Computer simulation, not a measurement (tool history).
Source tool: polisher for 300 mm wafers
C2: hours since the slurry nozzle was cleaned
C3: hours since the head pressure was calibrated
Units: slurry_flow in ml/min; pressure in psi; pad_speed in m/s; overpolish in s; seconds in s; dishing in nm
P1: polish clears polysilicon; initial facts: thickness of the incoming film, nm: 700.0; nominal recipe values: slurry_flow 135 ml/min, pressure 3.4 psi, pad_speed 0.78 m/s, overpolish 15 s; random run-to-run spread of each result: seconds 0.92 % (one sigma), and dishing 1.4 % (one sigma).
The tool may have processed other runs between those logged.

run 1 day=0.221 | slurry_flow=135 pressure=3.4 pad_speed=0.78 overpolish=15 | wafers_polished_on_this_pad=390 C2=82.7 C3=375.5 | seconds=61.127 dishing=75.58
run 2 day=0.633 | slurry_flow=135 pressure=3.4 pad_speed=0.78 overpolish=28 | wafers_polished_on_this_pad=523 C2=92.6 C3=385.4 | seconds=60.874 dishing=88.787
run 3 day=0.912 | slurry_flow=135 pressure=3.4 pad_speed=0.78 overpolish=4 | wafers_polished_on_this_pad=612 C2=99.3 C3=392.1 | seconds=60.804 dishing=34.884
run 4 day=1.129 | slurry_flow=180 pressure=3.4 pad_speed=0.78 overpolish=15 | wafers_polished_on_this_pad=682 C2=104.5 C3=397.3 | seconds=57.953 dishing=79.037
run 5 day=1.338 | slurry_flow=95 pressure=3.4 pad_speed=0.78 overpolish=15 | wafers_polished_on_this_pad=749 C2=109.5 C3=402.3 | seconds=65.212 dishing=73.918
run 6 day=1.692 | slurry_flow=135 pressure=3.4 pad_speed=1.18 overpolish=15 | wafers_polished_on_this_pad=863 C2=118 C3=410.8 | seconds=40.094 dishing=83.174
run 7 day=2.025 | slurry_flow=170 pressure=4.3 pad_speed=0.78 overpolish=15 | wafers_polished_on_this_pad=970 C2=126 C3=418.8 | seconds=46.076 dishing=82.182
run 8 day=2.262 | slurry_flow=135 pressure=3.4 pad_speed=0.78 overpolish=15 | wafers_polished_on_this_pad=1046 C2=131.7 C3=424.5 | seconds=60.483 dishing=75.381
run 9 day=2.629 | slurry_flow=135 pressure=5.1 pad_speed=0.78 overpolish=4 | wafers_polished_on_this_pad=1164 C2=140.5 C3=433.3 | seconds=40.296 dishing=48.136
run 10 day=2.829 | slurry_flow=135 pressure=5.4 pad_speed=0.78 overpolish=15 | wafers_polished_on_this_pad=1229 C2=145.3 C3=438.1 | seconds=37.982 dishing=85.597
run 11 day=3.021 | slurry_flow=135 pressure=1.6 pad_speed=0.78 overpolish=15 | wafers_polished_on_this_pad=1290 C2=149.9 C3=442.7 | seconds=128.6 dishing=51.969
run 12 day=3.233 | slurry_flow=135 pressure=3.4 pad_speed=0.52 overpolish=15 | wafers_polished_on_this_pad=1359 C2=155 C3=447.8 | seconds=92.178 dishing=64.448
run 13 day=3.538 | slurry_flow=135 pressure=4.4 pad_speed=1.2 overpolish=15 | wafers_polished_on_this_pad=1456 C2=162.3 C3=455.1 | seconds=31.125 dishing=89.536
run 14 day=3.85 | slurry_flow=135 pressure=3.4 pad_speed=0.78 overpolish=15 | wafers_polished_on_this_pad=1557 C2=169.8 C3=462.6 | seconds=60.661 dishing=77.168
run 15 day=4.188 | slurry_flow=135 pressure=3.4 pad_speed=0.78 overpolish=15 | wafers_polished_on_this_pad=1665 C2=177.9 C3=470.7 | seconds=61.55 dishing=76.41
run 16 day=4.488 | slurry_flow=135 pressure=3.4 pad_speed=0.78 overpolish=15 | wafers_polished_on_this_pad=1762 C2=185.1 C3=477.9 | seconds=61.397 dishing=77.665
run 17 day=4.671 | slurry_flow=135 pressure=3.4 pad_speed=0.78 overpolish=15 | wafers_polished_on_this_pad=1821 C2=189.5 C3=482.3 | seconds=62.135 dishing=74.678
run 18 day=5.021 | slurry_flow=135 pressure=3.4 pad_speed=0.78 overpolish=15 | wafers_polished_on_this_pad=1933 C2=197.9 C3=490.7 | seconds=64.39 dishing=75.956
run 19 day=5.325 | slurry_flow=135 pressure=3.4 pad_speed=0.78 overpolish=15 | wafers_polished_on_this_pad=2031 C2=205.2 C3=498 | seconds=65.111 dishing=74.441
-- day=5.371 head pressure recalibrated
run 20 day=5.562 | slurry_flow=135 pressure=3.4 pad_speed=0.78 overpolish=15 | wafers_polished_on_this_pad=2107 C2=210.9 C3=4.6 | seconds=65.419 dishing=73.692
run 21 day=5.917 | slurry_flow=135 pressure=3.4 pad_speed=0.78 overpolish=15 | wafers_polished_on_this_pad=2221 C2=219.4 C3=13.1 | seconds=65.681 dishing=74.221
run 22 day=6.283 | slurry_flow=135 pressure=3.4 pad_speed=0.78 overpolish=15 | wafers_polished_on_this_pad=2339 C2=228.2 C3=21.9 | seconds=65.9 dishing=75.197
run 23 day=6.683 | slurry_flow=135 pressure=3.4 pad_speed=0.78 overpolish=15 | wafers_polished_on_this_pad=2468 C2=237.8 C3=31.5 | seconds=66.365 dishing=74.941

What P1 gives has crept off from where it sat before. The 2 causes that follow fit the log equally well, each at the size noted:
A: removal rate lost through wear of the pad, % = 8.59
B: slurry flow missing at the pad, % = 32.5
Creep in the process output first set in at about day 4.488.
What rules out each remaining cause:
head's pressure below its setpoint, %: serviced after onset, at day 5.371, with no recovery of the prior output

Of the 4 check runs below, each run on 5 wafers with the results averaged and each result still a question mark, which one would tell the listed causes apart?
run check 1 day=7.083 | slurry_flow=135 pressure=4.8 pad_speed=1.18 overpolish=15 | seconds=? dishing=?
run check 2 day=7.083 | slurry_flow=135 pressure=5.3 pad_speed=0.78 overpolish=27 | seconds=? dishing=?
run check 3 day=7.083 | slurry_flow=135 pressure=4.5 pad_speed=0.78 overpolish=27 | seconds=? dishing=?
run check 4 day=7.083 | slurry_flow=95 pressure=3.4 pad_speed=0.78 overpolish=26 | seconds=? dishing=?

Outcome of each check run for each possible cause:
check=check_1 result=seconds if_A=31.112 if_B=31.111
check=check_1 result=dishing if_A=87.484 if_B=87.484
check=check_2 result=seconds if_A=42.627 if_B=42.626
check=check_2 result=dishing if_A=88.926 if_B=88.926
check=check_3 result=seconds if_A=50.205 if_B=50.204
check=check_3 result=dishing if_A=88.217 if_B=88.217
check=check_4 result=seconds if_A=71.89 if_B=74.24
check=check_4 result=dishing if_A=84.239 if_B=83.741
Per check, the gap between the least separated pair of causes, taken in the result that splits them most: check 1 0 %; check 2 0 %; check 3 0 %; check 4 3.22 %
Check 4 tells the causes apart: in the others they would give nearly the same result.

Here is what check 4 returned: seconds 73.717 s; dishing 82.48 nm. Which cause is it?

B is the cause: slurry flow missing at the pad, %.
